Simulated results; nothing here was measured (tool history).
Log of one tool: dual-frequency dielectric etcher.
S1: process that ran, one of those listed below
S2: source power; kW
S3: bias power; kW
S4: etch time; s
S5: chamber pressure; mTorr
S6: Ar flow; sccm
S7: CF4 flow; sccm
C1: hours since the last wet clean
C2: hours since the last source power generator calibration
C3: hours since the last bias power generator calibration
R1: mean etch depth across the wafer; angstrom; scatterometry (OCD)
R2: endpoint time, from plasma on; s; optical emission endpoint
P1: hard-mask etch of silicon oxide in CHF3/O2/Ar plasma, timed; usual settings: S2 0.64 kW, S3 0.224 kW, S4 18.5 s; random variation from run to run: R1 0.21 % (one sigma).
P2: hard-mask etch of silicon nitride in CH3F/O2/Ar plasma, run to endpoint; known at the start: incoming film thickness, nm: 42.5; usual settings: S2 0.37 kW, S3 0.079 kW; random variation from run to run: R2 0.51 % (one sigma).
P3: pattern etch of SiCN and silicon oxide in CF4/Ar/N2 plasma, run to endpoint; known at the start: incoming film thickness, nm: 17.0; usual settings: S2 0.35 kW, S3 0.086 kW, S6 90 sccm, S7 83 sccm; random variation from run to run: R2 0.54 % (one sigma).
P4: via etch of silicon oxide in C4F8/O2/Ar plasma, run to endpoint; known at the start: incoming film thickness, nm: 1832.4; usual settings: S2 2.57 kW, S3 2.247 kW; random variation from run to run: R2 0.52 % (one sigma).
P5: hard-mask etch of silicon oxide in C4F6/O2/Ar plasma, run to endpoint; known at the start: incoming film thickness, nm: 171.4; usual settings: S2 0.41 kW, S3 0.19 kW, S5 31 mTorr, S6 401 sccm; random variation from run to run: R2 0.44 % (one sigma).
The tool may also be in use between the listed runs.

run	day	S1	S2	S3	S4	S5	S6	S7	C1	C2	C3	R1	R2
1	0.317	P1	0.64	0.224	18.5				359	1923.3	967.4	416.31	
2	0.829	P4	3.36	2.247					371.3	1935.6	979.7		286.75
3	1.262	P2	0.37	0.1					381.7	1946	990.1		57.465
4	1.492	P1	0.64	0.224	27				387.2	1951.5	995.6	605.48	
5	1.833	P1	0.64	0.224	18.5				395.4	1959.7	1003.8	416.65	
6	2.129	P4	2.57	3.175					402.5	1966.8	1010.9		287.8
7	2.596	P2	0.44	0.079					413.7	1978	1022.1		58.188
8	2.867	P1	0.46	0.224	18.5				420.2	1984.5	1028.6	366.99	
9	3.104	P1	0.79	0.224	18.5				425.9	1990.2	1034.3	448.94	
10	3.354	P1	0.64	0.144	12.5				431.9	1996.2	1040.3	241.52	
11	3.871	P5	0.41	0.19		37.5	401		444.3	2008.6	1052.7		56.412
12	4.325	P1	0.64	0.224	18.5				455.2	2019.5	1063.6	415.16	
13	4.821	P2	0.37	0.079					467.1	2031.4	1075.5		62.636
14	5.229	P1	0.64	0.224	18.5				476.9	2041.2	1085.3	415.59	
15	5.525	P1	0.64	0.29	18.5				484	2048.3	1092.4	455.67	
16	5.792	P1	0.64	0.224	18.5				490.4	2054.7	1098.8	414.88	
17	6.133	P1	0.64	0.176	18.5				498.6	2062.9	1107	381.55	
18	6.479	P3	0.35	0.086			90	54	506.9	2071.2	1115.3		23.332
19	6.925	P1	0.64	0.224	18.5				517.6	2081.9	1126	415.5	
20	7.192	P3	0.35	0.086			112	83	524	2088.3	1132.4		22.673
# day 7.279: bias power generator calibrated
21	7.533	P3	0.28	0.086			90	83	532.2	2096.5	6.2		26.787
22	7.767	P3	0.35	0.086			90	83	537.8	2102.1	11.8		22.196
23	8.1	P4	2.57	2.247					545.8	2110.1	19.8		317.89
24	8.488	P5	0.41	0.19		31	401		555.1	2119.4	29.1		55.092
25	8.729	P1	0.64	0.224	11				560.9	2125.2	34.9	246.41	
26	9.233	P5	0.41	0.13		31	401		573	2137.3	47		61.622
27	9.583	P1	0.64	0.303	24				581.4	2145.7	55.4	598.73	
28	10.096	P3	0.35	0.119			90	83	593.7	2158	67.7		19.661
29	10.562	P1	0.87	0.169	18.5				604.9	2169.2	78.9	425.69	
30	10.871	P5	0.41	0.19		31	281		612.3	2176.6	86.3		52.888
31	11.388	P5	0.29	0.19		31	401		624.7	2189	98.7		62.335
32	11.733	P1	0.64	0.224	18.5				633	2197.3	107	416.14	
33	12.05	P1	0.64	0.224	18.5				640.6	2204.9	114.6	412.78	
34	12.558	P1	0.64	0.224	18.5				652.8	2217.1	126.8	410.85	

Forecast run 35:
35	12.908	P1	0.64	0.224	18.5				661.2	2225.5	135.2	?	

R1: 411.03 angstrom
